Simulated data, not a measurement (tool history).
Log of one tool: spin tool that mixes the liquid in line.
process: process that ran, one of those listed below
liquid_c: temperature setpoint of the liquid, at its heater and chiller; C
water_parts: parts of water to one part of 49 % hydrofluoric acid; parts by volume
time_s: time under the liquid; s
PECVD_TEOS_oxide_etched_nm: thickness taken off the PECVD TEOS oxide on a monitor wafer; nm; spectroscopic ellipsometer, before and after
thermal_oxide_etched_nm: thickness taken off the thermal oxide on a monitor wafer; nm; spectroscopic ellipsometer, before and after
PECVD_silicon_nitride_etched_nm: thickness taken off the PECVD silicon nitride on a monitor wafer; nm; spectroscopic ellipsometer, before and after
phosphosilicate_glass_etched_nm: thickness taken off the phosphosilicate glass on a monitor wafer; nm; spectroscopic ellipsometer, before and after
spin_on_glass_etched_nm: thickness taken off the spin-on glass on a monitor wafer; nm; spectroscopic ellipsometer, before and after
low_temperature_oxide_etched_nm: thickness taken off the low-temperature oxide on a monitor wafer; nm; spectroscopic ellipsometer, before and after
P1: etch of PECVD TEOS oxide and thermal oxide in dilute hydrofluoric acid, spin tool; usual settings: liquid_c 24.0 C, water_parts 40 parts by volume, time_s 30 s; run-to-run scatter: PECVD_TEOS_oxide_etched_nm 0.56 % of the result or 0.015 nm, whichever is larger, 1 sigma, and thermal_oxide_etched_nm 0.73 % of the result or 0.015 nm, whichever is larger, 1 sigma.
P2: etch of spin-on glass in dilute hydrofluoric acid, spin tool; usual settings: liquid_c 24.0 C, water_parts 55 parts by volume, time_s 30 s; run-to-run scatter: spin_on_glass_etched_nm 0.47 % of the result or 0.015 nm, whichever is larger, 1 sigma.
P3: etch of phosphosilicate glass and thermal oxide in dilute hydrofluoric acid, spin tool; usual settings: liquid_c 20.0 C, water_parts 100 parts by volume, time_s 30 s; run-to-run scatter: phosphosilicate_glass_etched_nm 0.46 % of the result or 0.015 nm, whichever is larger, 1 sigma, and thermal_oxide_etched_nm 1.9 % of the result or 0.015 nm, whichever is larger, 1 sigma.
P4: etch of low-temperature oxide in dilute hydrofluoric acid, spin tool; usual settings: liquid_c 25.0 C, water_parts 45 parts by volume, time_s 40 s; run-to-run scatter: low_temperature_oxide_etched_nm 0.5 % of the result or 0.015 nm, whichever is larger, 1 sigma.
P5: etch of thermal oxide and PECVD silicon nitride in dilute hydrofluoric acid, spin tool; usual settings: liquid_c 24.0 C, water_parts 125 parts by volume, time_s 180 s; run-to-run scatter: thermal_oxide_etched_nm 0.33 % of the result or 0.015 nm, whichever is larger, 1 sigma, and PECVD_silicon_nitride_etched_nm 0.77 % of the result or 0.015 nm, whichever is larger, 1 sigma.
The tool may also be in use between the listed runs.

run   hour  process  liquid_c  water_parts  time_s  hours since the thermometer was replaced  hours since the hydrofluoric acid flow meter was replaced  PECVD_TEOS_oxide_etched_nm  thermal_oxide_etched_nm  PECVD_silicon_nitride_etched_nm  phosphosilicate_glass_etched_nm  spin_on_glass_etched_nm  low_temperature_oxide_etched_nm
  1   11.3       P1      24.0           40      30                                     295.5                                                      563.1                      8.0932                   3.7882
  2   18.0       P1      24.0           40      55                                     302.2                                                      569.8                     14.8660                   6.9885
  3   25.5       P5      24.0          195     180                                     309.7                                                      577.3                                               4.0882                          1.86930
  4   36.4       P1      27.5           25      30                                     320.6                                                      588.2                     15.1020                   7.1383
  5   44.5       P1      24.0           75      30                                     328.7                                                      596.3                      4.0657                   1.9422
  6   53.4       P3      20.0          100      15                                     337.6                                                      605.2                                               0.6161                                                            11.831
  7   59.3       P1      30.0           20      30                                     343.5                                                      611.1                     21.0360                   9.9738
  8   67.5       P1      24.0           40      30                                     351.7                                                      619.3                      8.0131                   3.8239
  9   73.6       P1      24.0           25      30                                     357.8                                                      625.4                     13.0430                   6.1521
 10   83.5       P3      20.0          100      30                                     367.7                                                      635.3                                               1.2781                                                            23.699
 11   89.8       P2      24.0           85      30                                     374.0                                                      641.6                                                                                                                                          10.078
 12  101.5       P1      24.0           40      30                                     385.7                                                      653.3                      8.0531                   3.7787
 13  107.8       P1      24.0           40      30                                     392.0                                                      659.6                      8.0306                   3.7955
 14  114.8       P4      25.0           45      40                                     399.0                                                      666.6                                                                                                                                                                           23.947
 15  120.4       P5      28.5          125     180                                     404.6                                                      672.2                                               8.1091                          3.80550
 16  129.0       P4      25.0           70      40                                     413.2                                                      680.8                                                                                                                                                                           14.848
 17  139.2       P2      24.0           55      30                                     423.4                                                      691.0                                                                                                                                          16.072
 18  146.3       P5      24.0          125     180                                     430.5                                                      698.1                                               6.8463                          2.90970
 19  154.3       P2      24.0           55      30                                     438.5                                                      706.1                                                                                                                                          16.040
 20  161.3       P2      31.0           55      30                                     445.5                                                      713.1                                                                                                                                          21.163
 21  173.5       P1      24.0           40      30                                     457.7                                                      725.3                      7.9692                   3.7584
 22  182.9       P1      24.0           40      30                                     467.1                                                      734.7                      7.9232                   3.7989
 23  194.6       P1      19.0           40      30                                     478.8                                                      746.4                      6.4708                   3.0769
 24  204.0       P1      31.0           40      30                                     488.2                                                      755.8                     10.6120                   5.0636
 25  213.8       P2      24.0           55      50                                     498.0                                                      765.6                                                                                                                                          26.695
 26  223.7       P4      25.0           45      60                                     507.9                                                      775.5                                                                                                                                                                           36.005
 27  235.7       P1      24.0           40      30                                     519.9                                                      787.5                      7.9922                   3.7582
 28  241.6       P5      24.0          125      55                                     525.8                                                      793.4                                               2.0747                          0.88493
 29  248.0       P1      24.0           20      50                                     532.2                                                      799.8                     27.5750                  13.1260
 30  255.0       P3      20.0          180      30                                     539.2                                                      806.8                                               0.5995                                                            12.079
 31  260.7       P3      20.0          100      30                                     544.9                                                      812.5                                               1.1847                                                            23.594
 32  270.4       P1      24.0           40      15                                     554.6                                                      822.2                      3.9671                   1.9018
 33  281.3       P3      17.0          100      30                                     565.5                                                      833.1                                               1.0730                                                            20.823
 34  291.6       P4      17.0           45      40                                     575.8                                                      843.4                                                                                                                                                                           17.171
 35  297.5       P1      24.0           40      30                                     581.7                                                      849.3                      8.0386                   3.7482
 36  305.0       P1      24.0           40      30                                     589.2                                                      856.8                      8.3056                   3.8781
 37  316.4       P1      24.0           40      30                                     600.6                                                      868.2                      8.4949                   4.0668
 38  323.2       P1      24.0           40      30                                     607.4                                                      875.0                      8.5641                   4.0004
 39  332.6       P1      24.0           40      30                                     616.8                                                      884.4                      8.7330                   4.1466
 40  344.3       P1      24.0           40      30                                     628.5                                                      896.1                      8.7232                   4.1480
 41  350.2       P1      24.0           40      30                                     634.4                                                      902.0                      8.6580                   4.1532
 42  358.0       P1      24.0           40      30                                     642.2                                                      909.8                      8.8103                   4.1684
 43  370.2       P1      24.0           40      30                                     654.4                                                      922.0                      8.8457                   4.1880
 44  378.9       P1      24.0           40      30                                     663.1                                                      930.7                      8.7792                   4.1991

What P1 gives has crept away from where it was. These 2 causes fit the log equally well, each at the size given:
A: hydrofluoric acid flow above the setpoint (%) = 9.63
B: liquid hotter than its thermometer reads (K) = 2.35
The creep began at about hour 297.5.

4 check runs are offered, each on 2 wafers whose results are averaged, their results left as question marks. Which one tells the causes apart?
check 1  387.6       P5      24.0          125     180                                                                                                                                                         ?                                ?
check 2  387.6       P4      25.0           45      40                                                                                                                                                                                                                                                                                     ?
check 3  387.6       P3      20.0          100      30                                                                                                                                                         ?                                                                 ?
check 4  387.6       P2      24.0           55      30                                                                                                                                                                                                                                                    ?

What each check would give under each cause:
  check                           result     if A     if B
check 1          thermal_oxide_etched_nm   7.5849   7.4748
check 1  PECVD_silicon_nitride_etched_nm  3.16040  3.35860
check 2  low_temperature_oxide_etched_nm   26.258   26.210
check 3          thermal_oxide_etched_nm   1.3369   1.3286
check 3  phosphosilicate_glass_etched_nm   26.308   26.143
check 4          spin_on_glass_etched_nm   17.743   17.692
How far apart the two closest causes lie, in the result that separates them most: check 1 6.08 %; check 2 0.18 %; check 3 0.63 %; check 4 0.29 %
Check 1 tells the causes apart: in the others they would give nearly the same result.

Then check 1 was run and gave: thermal_oxide_etched_nm 7.4892 nm; PECVD_silicon_nitride_etched_nm 3.33230 nm. Which cause is it?

It is B: liquid hotter than its thermometer reads (K).
